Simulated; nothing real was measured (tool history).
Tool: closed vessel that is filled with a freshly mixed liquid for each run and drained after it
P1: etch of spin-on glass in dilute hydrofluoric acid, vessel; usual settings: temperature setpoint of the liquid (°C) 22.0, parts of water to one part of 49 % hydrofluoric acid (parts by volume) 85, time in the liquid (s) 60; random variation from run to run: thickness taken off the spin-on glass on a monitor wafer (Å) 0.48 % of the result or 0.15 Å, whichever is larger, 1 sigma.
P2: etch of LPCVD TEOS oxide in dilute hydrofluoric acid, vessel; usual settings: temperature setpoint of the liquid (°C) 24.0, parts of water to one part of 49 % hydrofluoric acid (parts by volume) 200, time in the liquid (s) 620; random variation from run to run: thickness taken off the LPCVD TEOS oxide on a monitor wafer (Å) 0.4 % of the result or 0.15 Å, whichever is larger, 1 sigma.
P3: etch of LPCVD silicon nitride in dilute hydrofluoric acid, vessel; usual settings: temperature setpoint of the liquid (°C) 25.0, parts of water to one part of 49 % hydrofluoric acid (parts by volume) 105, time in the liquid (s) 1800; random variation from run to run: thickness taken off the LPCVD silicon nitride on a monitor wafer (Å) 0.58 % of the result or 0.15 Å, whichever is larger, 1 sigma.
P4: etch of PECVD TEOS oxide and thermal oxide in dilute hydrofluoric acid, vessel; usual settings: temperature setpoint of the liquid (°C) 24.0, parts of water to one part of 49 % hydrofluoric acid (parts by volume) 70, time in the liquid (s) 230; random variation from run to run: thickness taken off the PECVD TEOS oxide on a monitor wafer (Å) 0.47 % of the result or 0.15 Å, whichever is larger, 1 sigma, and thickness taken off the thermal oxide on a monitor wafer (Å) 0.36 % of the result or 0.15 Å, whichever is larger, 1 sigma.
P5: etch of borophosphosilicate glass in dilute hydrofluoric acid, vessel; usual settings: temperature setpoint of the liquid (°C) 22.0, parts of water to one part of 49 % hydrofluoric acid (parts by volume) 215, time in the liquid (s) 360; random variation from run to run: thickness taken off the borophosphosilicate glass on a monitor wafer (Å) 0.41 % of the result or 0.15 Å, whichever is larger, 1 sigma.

| run | hour | process that ran | temperature setpoint of the liquid (°C) | parts of water to one part of 49 % hydrofluoric acid (parts by volume) | time in the liquid (s) | hours since the thermometer was replaced | hours since the hydrofluoric acid flow meter was replaced | thickness taken off the spin-on glass on a monitor wafer (Å) | thickness taken off the LPCVD silicon nitride on a monitor wafer (Å) | thickness taken off the LPCVD TEOS oxide on a monitor wafer (Å) | thickness taken off the borophosphosilicate glass on a monitor wafer (Å) | thickness taken off the PECVD TEOS oxide on a monitor wafer (Å) | thickness taken off the thermal oxide on a monitor wafer (Å) |
|---|---|---|---|---|---|---|---|---|---|---|---|---|---|
| 1 | 5.1 | P1 | 22.0 | 85 | 60 | 936.0 | 359.4 | 254.57 |  |  |  |  |  |
| 2 | 14.4 | P3 | 25.0 | 105 | 1800 | 945.3 | 368.7 |  | 93.447 |  |  |  |  |
| 3 | 23.8 | P2 | 24.0 | 200 | 620 | 954.7 | 378.1 |  |  | 591.95 |  |  |  |
| 4 | 29.0 | P1 | 22.0 | 125 | 95 | 959.9 | 383.3 | 262.07 |  |  |  |  |  |
| 5 | 37.8 | P1 | 22.0 | 85 | 30 | 968.7 | 392.1 | 127.99 |  |  |  |  |  |
| 6 | 45.4 | P3 | 25.0 | 180 | 1800 | 976.3 | 399.7 |  | 55.496 |  |  |  |  |
| 7 | 54.7 | P5 | 22.0 | 215 | 360 | 985.6 | 409.0 |  |  |  | 558.22 |  |  |
| 8 | 62.4 | P1 | 18.0 | 85 | 100 | 993.3 | 416.7 | 362.47 |  |  |  |  |  |
| 9 | 70.9 | P1 | 27.0 | 85 | 35 | 1001.8 | 425.2 | 181.40 |  |  |  |  |  |
| 10 | 77.1 | P5 | 22.0 | 215 | 30 | 1008.0 | 431.4 |  |  |  | 46.80 |  |  |
| 11 | 85.4 | P1 | 22.0 | 85 | 85 | 1016.3 | 439.7 | 364.29 |  |  |  |  |  |
| 12 | 90.3 | P2 | 24.0 | 200 | 205 | 1021.2 | 444.6 |  |  | 194.64 |  |  |  |
| 13 | 98.5 | P1 | 18.5 | 85 | 60 | 1029.4 | 452.8 | 220.58 |  |  |  |  |  |
| 14 | 107.0 | P2 | 24.0 | 35 | 620 | 1037.9 | 461.3 |  |  | 4106.80 |  |  |  |
| 15 | 114.0 | P4 | 24.0 | 20 | 230 | 1044.9 | 468.3 |  |  |  |  | 1295.20 | 658.79 |
| 16 | 123.5 | P2 | 27.5 | 200 | 620 | 1054.4 | 477.8 |  |  | 675.14 |  |  |  |
| 17 | 130.5 | P5 | 22.0 | 345 | 360 | 1061.4 | 484.8 |  |  |  | 306.14 |  |  |
| 18 | 136.9 | P4 | 17.0 | 70 | 230 | 1067.8 | 491.2 |  |  |  |  | 256.45 | 133.45 |
| 19 | 142.6 | P1 | 22.0 | 85 | 60 | 1073.5 | 496.9 | 256.02 |  |  |  |  |  |
| 20 | 152.4 | P1 | 22.0 | 50 | 60 | 1083.3 | 506.7 | 448.94 |  |  |  |  |  |
| 21 | 158.6 | P3 | 17.5 | 105 | 1800 | 1089.5 | 512.9 |  | 56.138 |  |  |  |  |
| 22 | 168.2 | P1 | 22.0 | 85 | 60 | 1099.1 | 522.5 | 253.52 |  |  |  |  |  |
| 23 | 176.8 | P1 | 27.0 | 85 | 60 | 1107.7 | 531.1 | 312.31 |  |  |  |  |  |
| 24 | 182.2 | P3 | 25.0 | 105 | 3040 | 1113.1 | 536.5 |  | 157.840 |  |  |  |  |
| 25 | 192.1 | P1 | 22.0 | 115 | 60 | 1123.0 | 546.4 | 181.90 |  |  |  |  |  |
| 26 | 199.3 | P4 | 24.0 | 70 | 230 | 1130.2 | 553.6 |  |  |  |  | 344.71 | 176.66 |
| 27 | 205.9 | P1 | 22.0 | 85 | 60 | 1136.8 | 560.2 | 256.96 |  |  |  |  |  |
| 28 | 213.8 | P3 | 25.0 | 105 | 1800 | 1144.7 | 568.1 |  | 92.388 |  |  |  |  |
| 29 | 218.5 | P5 | 17.0 | 215 | 360 | 1149.4 | 572.8 |  |  |  | 459.38 |  |  |
| 30 | 224.3 | P4 | 24.0 | 70 | 445 | 1155.2 | 578.6 |  |  |  |  | 667.28 | 344.15 |
| 31 | 229.3 | P1 | 22.0 | 85 | 60 | 1160.2 | 583.6 | 256.44 |  |  |  |  |  |
| 32 | 235.3 | P1 | 22.0 | 85 | 60 | 1166.2 | 589.6 | 257.23 |  |  |  |  |  |
| 33 | 242.5 | P1 | 22.0 | 85 | 60 | 1173.4 | 596.8 | 250.36 |  |  |  |  |  |
| 34 | 252.0 | P1 | 22.0 | 85 | 60 | 1182.9 | 606.3 | 244.81 |  |  |  |  |  |
| 35 | 257.3 | P1 | 22.0 | 85 | 60 | 1188.2 | 611.6 | 242.26 |  |  |  |  |  |
| 36 | 266.1 | P1 | 22.0 | 85 | 60 | 1197.0 | 620.4 | 241.10 |  |  |  |  |  |
| 37 | 275.6 | P1 | 22.0 | 85 | 60 | 1206.5 | 629.9 | 241.30 |  |  |  |  |  |
| 38 | 282.4 | P1 | 22.0 | 85 | 60 | 1213.3 | 636.7 | 240.81 |  |  |  |  |  |

What P1 gives has crept away from where it was. These 2 causes fit the log equally well, each at the size given:
A: liquid colder than its thermometer reads (K) = 1.46
B: hydrofluoric acid flow below the setpoint (%) = 5.26
The creep began at about hour 235.3.

4 check runs are offered, each on 2 wafers whose results are averaged, their results left as question marks. Which one tells the causes apart?
| check 1 | 289.2 | P5 | 17.0 | 215 | 170 |  |  |  |  |  | ? |  |  |
| check 2 | 289.2 | P2 | 24.0 | 50 | 285 |  |  |  |  | ? |  |  |  |
| check 3 | 289.2 | P3 | 25.0 | 170 | 1800 |  |  |  | ? |  |  |  |  |
| check 4 | 289.2 | P4 | 24.0 | 30 | 230 |  |  |  |  |  |  | ? | ? |

What each check would give under each cause:
| check | result | if A | if B |
|---|---|---|---|
| check 1 | thickness taken off the borophosphosilicate glass on a monitor wafer (Å) | 204.75 | 203.42 |
| check 2 | thickness taken off the LPCVD TEOS oxide on a monitor wafer (Å) | 1222.30 | 1225.60 |
| check 3 | thickness taken off the LPCVD silicon nitride on a monitor wafer (Å) | 52.753 | 54.877 |
| check 4 | thickness taken off the PECVD TEOS oxide on a monitor wafer (Å) | 796.63 | 800.62 |
| check 4 | thickness taken off the thermal oxide on a monitor wafer (Å) | 410.07 | 412.12 |
How far apart the two closest causes lie, in the result that separates them most: check 1 0.65 %; check 2 0.26 %; check 3 3.95 %; check 4 0.5 %
Check 3 tells the causes apart: in the others they would give nearly the same result.

Check 3 was then run and gave: thickness taken off the LPCVD silicon nitride on a monitor wafer (Å) 54.769. Which cause is it?

It is B: hydrofluoric acid flow below the setpoint (%).
